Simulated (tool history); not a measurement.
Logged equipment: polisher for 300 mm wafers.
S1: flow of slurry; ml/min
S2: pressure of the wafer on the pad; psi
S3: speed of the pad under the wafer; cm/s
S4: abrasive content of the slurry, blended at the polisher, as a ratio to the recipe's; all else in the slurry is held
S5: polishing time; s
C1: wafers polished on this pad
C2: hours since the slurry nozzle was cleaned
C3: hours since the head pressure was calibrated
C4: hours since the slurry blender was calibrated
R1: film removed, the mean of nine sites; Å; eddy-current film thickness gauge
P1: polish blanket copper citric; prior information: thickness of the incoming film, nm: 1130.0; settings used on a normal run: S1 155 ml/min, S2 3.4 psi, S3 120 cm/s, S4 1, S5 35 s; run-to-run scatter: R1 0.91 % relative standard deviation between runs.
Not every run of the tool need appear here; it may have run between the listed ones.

{"run": 1, "hour": 4.6, "S1": 155, "S2": 3.4, "S3": 120, "S4": 1, "S5": 35, "C1": 191, "C2": 238.4, "C3": 242.3, "C4": 130.7, "R1": 993.28}
{"run": 2, "hour": 8.9, "S1": 155, "S2": 3.4, "S3": 120, "S4": 0.55, "S5": 35, "C1": 241, "C2": 242.7, "C3": 246.6, "C4": 135, "R1": 861.75}
{"run": 3, "hour": 13.2, "S1": 155, "S2": 3.4, "S3": 120, "S4": 1, "S5": 55, "C1": 292, "C2": 247, "C3": 250.9, "C4": 139.3, "R1": 1546.8}
{"run": 4, "hour": 17.7, "S1": 155, "S2": 3.4, "S3": 120, "S4": 1, "S5": 35, "C1": 345, "C2": 251.5, "C3": 255.4, "C4": 143.8, "R1": 982.79}
{"hour": 19.1, "done": "slurry blender recalibrated"}
{"run": 5, "hour": 21.7, "S1": 155, "S2": 3.4, "S3": 120, "S4": 1.4, "S5": 35, "C1": 393, "C2": 255.5, "C3": 259.4, "C4": 2.6, "R1": 1091.6}
{"run": 6, "hour": 27.5, "S1": 155, "S2": 3.4, "S3": 120, "S4": 1, "S5": 35, "C1": 461, "C2": 261.3, "C3": 265.2, "C4": 8.4, "R1": 985.89}
{"run": 7, "hour": 33.6, "S1": 95, "S2": 3.4, "S3": 120, "S4": 1, "S5": 35, "C1": 533, "C2": 267.4, "C3": 271.3, "C4": 14.5, "R1": 905.13}
{"run": 8, "hour": 40.1, "S1": 155, "S2": 3.4, "S3": 120, "S4": 1, "S5": 16, "C1": 610, "C2": 273.9, "C3": 277.8, "C4": 21, "R1": 455.93}
{"run": 9, "hour": 45.5, "S1": 155, "S2": 3.4, "S3": 120, "S4": 1, "S5": 35, "C1": 674, "C2": 279.3, "C3": 283.2, "C4": 26.4, "R1": 1004.7}
{"run": 10, "hour": 49.1, "S1": 155, "S2": 5.2, "S3": 120, "S4": 1, "S5": 35, "C1": 717, "C2": 282.9, "C3": 286.8, "C4": 30, "R1": 1503}
{"run": 11, "hour": 56.0, "S1": 155, "S2": 2.2, "S3": 120, "S4": 1, "S5": 35, "C1": 798, "C2": 289.8, "C3": 293.7, "C4": 36.9, "R1": 648.33}
{"run": 12, "hour": 62.8, "S1": 200, "S2": 3.4, "S3": 120, "S4": 1.3, "S5": 35, "C1": 879, "C2": 296.6, "C3": 300.5, "C4": 43.7, "R1": 1084.6}
{"run": 13, "hour": 69.6, "S1": 155, "S2": 3.4, "S3": 120, "S4": 1, "S5": 35, "C1": 959, "C2": 303.4, "C3": 307.3, "C4": 50.5, "R1": 995.96}
{"run": 14, "hour": 77.5, "S1": 155, "S2": 3.4, "S3": 120, "S4": 1, "S5": 35, "C1": 1052, "C2": 311.3, "C3": 315.2, "C4": 58.4, "R1": 966.22}
{"run": 15, "hour": 83.4, "S1": 155, "S2": 3.4, "S3": 156, "S4": 1, "S5": 35, "C1": 1122, "C2": 317.2, "C3": 321.1, "C4": 64.3, "R1": 1287.6}
{"run": 16, "hour": 88.5, "S1": 155, "S2": 1.6, "S3": 78, "S4": 1, "S5": 35, "C1": 1182, "C2": 322.3, "C3": 326.2, "C4": 69.4, "R1": 318.44}
{"run": 17, "hour": 95.8, "S1": 155, "S2": 3.4, "S3": 56, "S4": 1, "S5": 35, "C1": 1269, "C2": 329.6, "C3": 333.5, "C4": 76.7, "R1": 469.95}
{"run": 18, "hour": 102.6, "S1": 245, "S2": 3.4, "S3": 120, "S4": 1, "S5": 35, "C1": 1349, "C2": 336.4, "C3": 340.3, "C4": 83.5, "R1": 1036.6}
{"run": 19, "hour": 106.7, "S1": 110, "S2": 3.4, "S3": 120, "S4": 1.45, "S5": 35, "C1": 1397, "C2": 340.5, "C3": 344.4, "C4": 87.6, "R1": 994.84}
{"run": 20, "hour": 111.8, "S1": 155, "S2": 3.4, "S3": 120, "S4": 1, "S5": 35, "C1": 1458, "C2": 345.6, "C3": 349.5, "C4": 92.7, "R1": 981.78}
{"run": 21, "hour": 118.0, "S1": 155, "S2": 3.4, "S3": 120, "S4": 1, "S5": 35, "C1": 1531, "C2": 351.8, "C3": 355.7, "C4": 98.9, "R1": 955.93}
{"run": 22, "hour": 124.3, "S1": 155, "S2": 3.4, "S3": 120, "S4": 1, "S5": 35, "C1": 1605, "C2": 358.1, "C3": 362, "C4": 105.2, "R1": 932.56}
{"hour": 129.6, "done": "slurry blender recalibrated"}
{"run": 23, "hour": 130.2, "S1": 155, "S2": 3.4, "S3": 120, "S4": 1, "S5": 35, "C1": 1675, "C2": 364, "C3": 367.9, "C4": 0.6, "R1": 924.77}
{"hour": 133.1, "done": "worn pad replaced by a new one"}
{"run": 24, "hour": 138.2, "S1": 155, "S2": 3.4, "S3": 120, "S4": 1, "S5": 35, "C1": 60, "C2": 372, "C3": 375.9, "C4": 8.6, "R1": 893.7}
{"run": 25, "hour": 142.2, "S1": 155, "S2": 3.4, "S3": 120, "S4": 1, "S5": 35, "C1": 108, "C2": 376, "C3": 379.9, "C4": 12.6, "R1": 901.79}
{"run": 26, "hour": 147.6, "S1": 155, "S2": 3.4, "S3": 120, "S4": 1, "S5": 35, "C1": 172, "C2": 381.4, "C3": 385.3, "C4": 18, "R1": 892.38}

Something has made what P1 gives creep away from where it was; the 2 causes below, each at its own stated size, fit the log equally well:
A: head's pressure below its setpoint, % = 9.04
B: slurry flow missing at the pad, % = 36.1
The gradual shift began around hour 111.8.
Excluded causes, each with its reason:
removal rate lost through wear of the pad, %: its service at hour 133.1 followed the start of the drift and did not put the process back to its old value
abrasive missing from the slurry, %: its service at hour 129.6 followed the start of the drift and did not put the process back to its old value

Which of the check runs below tells the causes apart, meaning the causes would give it clearly different results? Each run uses 2 wafers whose results are averaged, and each result is shown as a question mark.
{"run": "check 1", "hour": 153.0, "S1": 95, "S2": 3.4, "S3": 120, "S4": 1, "S5": 35, "R1": "?"}
{"run": "check 2", "hour": 153.0, "S1": 155, "S2": 3.4, "S3": 62, "S4": 1, "S5": 35, "R1": "?"}
{"run": "check 3", "hour": 153.0, "S1": 155, "S2": 3.4, "S3": 82, "S4": 1, "S5": 54, "R1": "?"}
{"run": "check 4", "hour": 153.0, "S1": 155, "S2": 3.4, "S3": 76, "S4": 1.35, "S5": 35, "R1": "?"}

If the cause were each of the candidates in turn, the checks would give the following:
check=check_1 result=R1 if_A=812.68 if_B=773.43
check=check_2 result=R1 if_A=474.18 if_B=473.51
check=check_3 result=R1 if_A=958.83 if_B=958.23
check=check_4 result=R1 if_A=616.32 if_B=615.82
Minimum pairwise separation of causes per check, each pair taken at its best-separating result: check 1 4.95 %; check 2 0.14 %; check 3 0.06 %; check 4 0.08 %
Check 1 distinguishes between the causes, while the remaining checks would return nearly the same result for all of them.

Then check 1 was run and gave: R1 772.77 Å. Which cause is it?

It is B: slurry flow missing at the pad, %.

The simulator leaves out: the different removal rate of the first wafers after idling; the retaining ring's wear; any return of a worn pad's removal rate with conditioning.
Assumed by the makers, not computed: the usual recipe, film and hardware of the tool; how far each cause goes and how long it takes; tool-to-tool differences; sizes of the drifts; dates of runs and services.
